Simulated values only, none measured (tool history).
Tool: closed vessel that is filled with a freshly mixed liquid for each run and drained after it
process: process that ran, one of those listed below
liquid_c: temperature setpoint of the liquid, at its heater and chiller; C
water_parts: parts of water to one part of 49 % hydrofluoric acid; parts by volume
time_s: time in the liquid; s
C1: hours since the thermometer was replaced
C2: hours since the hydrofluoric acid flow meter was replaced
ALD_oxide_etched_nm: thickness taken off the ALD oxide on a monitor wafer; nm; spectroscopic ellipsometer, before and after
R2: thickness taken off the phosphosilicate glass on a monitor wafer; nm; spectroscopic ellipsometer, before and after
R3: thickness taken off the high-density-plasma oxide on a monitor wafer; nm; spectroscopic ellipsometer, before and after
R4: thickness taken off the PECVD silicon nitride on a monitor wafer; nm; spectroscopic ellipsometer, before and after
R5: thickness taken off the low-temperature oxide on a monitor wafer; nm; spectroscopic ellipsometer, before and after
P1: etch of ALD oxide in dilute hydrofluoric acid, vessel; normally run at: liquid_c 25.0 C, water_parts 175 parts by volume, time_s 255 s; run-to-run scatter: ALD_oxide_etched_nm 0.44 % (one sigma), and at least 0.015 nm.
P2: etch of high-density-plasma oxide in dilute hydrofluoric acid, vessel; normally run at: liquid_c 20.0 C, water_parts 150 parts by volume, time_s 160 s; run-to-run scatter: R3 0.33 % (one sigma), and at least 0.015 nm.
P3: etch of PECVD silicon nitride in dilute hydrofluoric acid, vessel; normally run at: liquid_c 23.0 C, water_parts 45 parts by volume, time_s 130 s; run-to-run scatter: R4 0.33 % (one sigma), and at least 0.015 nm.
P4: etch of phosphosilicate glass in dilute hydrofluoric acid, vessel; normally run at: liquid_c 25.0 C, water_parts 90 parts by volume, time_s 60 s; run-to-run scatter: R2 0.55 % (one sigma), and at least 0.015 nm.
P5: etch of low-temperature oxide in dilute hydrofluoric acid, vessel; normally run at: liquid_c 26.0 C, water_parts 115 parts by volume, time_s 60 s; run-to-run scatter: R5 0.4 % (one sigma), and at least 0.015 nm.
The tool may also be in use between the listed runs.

run 1 hour=5.8 | process=P1 liquid_c=25.0 water_parts=175 time_s=255 | C1=890.7 C2=1363.7 | ALD_oxide_etched_nm=20.8920
run 2 hour=11.4 | process=P1 liquid_c=29.5 water_parts=175 time_s=30 | C1=896.3 C2=1369.3 | ALD_oxide_etched_nm=2.8707
run 3 hour=17.4 | process=P1 liquid_c=25.0 water_parts=175 time_s=120 | C1=902.3 C2=1375.3 | ALD_oxide_etched_nm=9.8495
run 4 hour=22.0 | process=P1 liquid_c=25.0 water_parts=275 time_s=255 | C1=906.9 C2=1379.9 | ALD_oxide_etched_nm=11.9630
run 5 hour=27.4 | process=P4 liquid_c=25.0 water_parts=90 time_s=30 | C1=912.3 C2=1385.3 | R2=41.252
run 6 hour=34.5 | process=P4 liquid_c=21.0 water_parts=90 time_s=60 | C1=919.4 C2=1392.4 | R2=71.307
run 7 hour=39.6 | process=P1 liquid_c=30.5 water_parts=175 time_s=255 | C1=924.5 C2=1397.5 | ALD_oxide_etched_nm=25.4410
run 8 hour=43.9 | process=P2 liquid_c=20.0 water_parts=220 time_s=160 | C1=928.8 C2=1401.8 | R3=6.2908
run 9 hour=47.1 | process=P3 liquid_c=23.0 water_parts=45 time_s=250 | C1=932.0 C2=1405.0 | R4=18.2360
run 10 hour=50.8 | process=P5 liquid_c=31.0 water_parts=115 time_s=60 | C1=935.7 C2=1408.7 | R5=11.3490
run 11 hour=54.0 | process=P5 liquid_c=26.0 water_parts=115 time_s=85 | C1=938.9 C2=1411.9 | R5=13.4180
run 12 hour=58.3 | process=P1 liquid_c=20.0 water_parts=175 time_s=255 | C1=943.2 C2=1416.2 | ALD_oxide_etched_nm=17.3700
run 13 hour=63.3 | process=P2 liquid_c=20.0 water_parts=150 time_s=160 | C1=948.2 C2=1421.2 | R3=9.8756
run 14 hour=68.1 | process=P3 liquid_c=23.0 water_parts=45 time_s=130 | C1=953.0 C2=1426.0 | R4=9.4823
run 15 hour=74.9 | process=P3 liquid_c=23.0 water_parts=45 time_s=130 | C1=959.8 C2=1432.8 | R4=9.4808
run 16 hour=80.7 | process=P3 liquid_c=23.0 water_parts=20 time_s=130 | C1=965.6 C2=1438.6 | R4=20.6390
run 17 hour=85.2 | process=P5 liquid_c=26.0 water_parts=215 time_s=60 | C1=970.1 C2=1443.1 | R5=4.5065
run 18 hour=90.9 | process=P3 liquid_c=28.5 water_parts=45 time_s=130 | C1=975.8 C2=1448.8 | R4=13.6650
run 19 hour=95.7 | process=P4 liquid_c=25.0 water_parts=90 time_s=60 | C1=980.6 C2=1453.6 | R2=83.755
run 20 hour=99.5 | process=P2 liquid_c=20.0 water_parts=150 time_s=270 | C1=984.4 C2=1457.4 | R3=16.6980
run 21 hour=106.8 | process=P5 liquid_c=26.0 water_parts=115 time_s=60 | C1=991.7 C2=1464.7 | R5=9.4668
run 22 hour=113.0 | process=P1 liquid_c=25.0 water_parts=175 time_s=255 | C1=997.9 C2=1470.9 | ALD_oxide_etched_nm=20.9080
run 23 hour=116.5 | process=P2 liquid_c=17.0 water_parts=150 time_s=160 | C1=1001.4 C2=1474.4 | R3=8.7482
run 24 hour=122.1 | process=P5 liquid_c=26.0 water_parts=115 time_s=60 | C1=1007.0 C2=1480.0 | R5=9.4586
run 25 hour=127.0 | process=P2 liquid_c=20.0 water_parts=150 time_s=160 | C1=1011.9 C2=1484.9 | R3=9.9451
run 26 hour=134.0 | process=P1 liquid_c=25.0 water_parts=175 time_s=255 | C1=1018.9 C2=1491.9 | ALD_oxide_etched_nm=20.9280
run 27 hour=140.1 | process=P4 liquid_c=25.0 water_parts=145 time_s=60 | C1=1025.0 C2=1498.0 | R2=48.207
run 28 hour=144.8 | process=P1 liquid_c=25.0 water_parts=175 time_s=500 | C1=1029.7 C2=1502.7 | ALD_oxide_etched_nm=40.7770
run 29 hour=152.2 | process=P1 liquid_c=25.0 water_parts=175 time_s=255 | C1=1037.1 C2=1510.1 | ALD_oxide_etched_nm=21.0190
run 30 hour=159.6 | process=P1 liquid_c=25.0 water_parts=105 time_s=255 | C1=1044.5 C2=1517.5 | ALD_oxide_etched_nm=37.9390

The next listed run, before its measurement:
run 31 hour=163.6 | process=P1 liquid_c=25.0 water_parts=175 time_s=255 | C1=1048.5 C2=1521.5 | ALD_oxide_etched_nm=?

{"run 31": {"ALD_oxide_etched_nm": 21.0}}

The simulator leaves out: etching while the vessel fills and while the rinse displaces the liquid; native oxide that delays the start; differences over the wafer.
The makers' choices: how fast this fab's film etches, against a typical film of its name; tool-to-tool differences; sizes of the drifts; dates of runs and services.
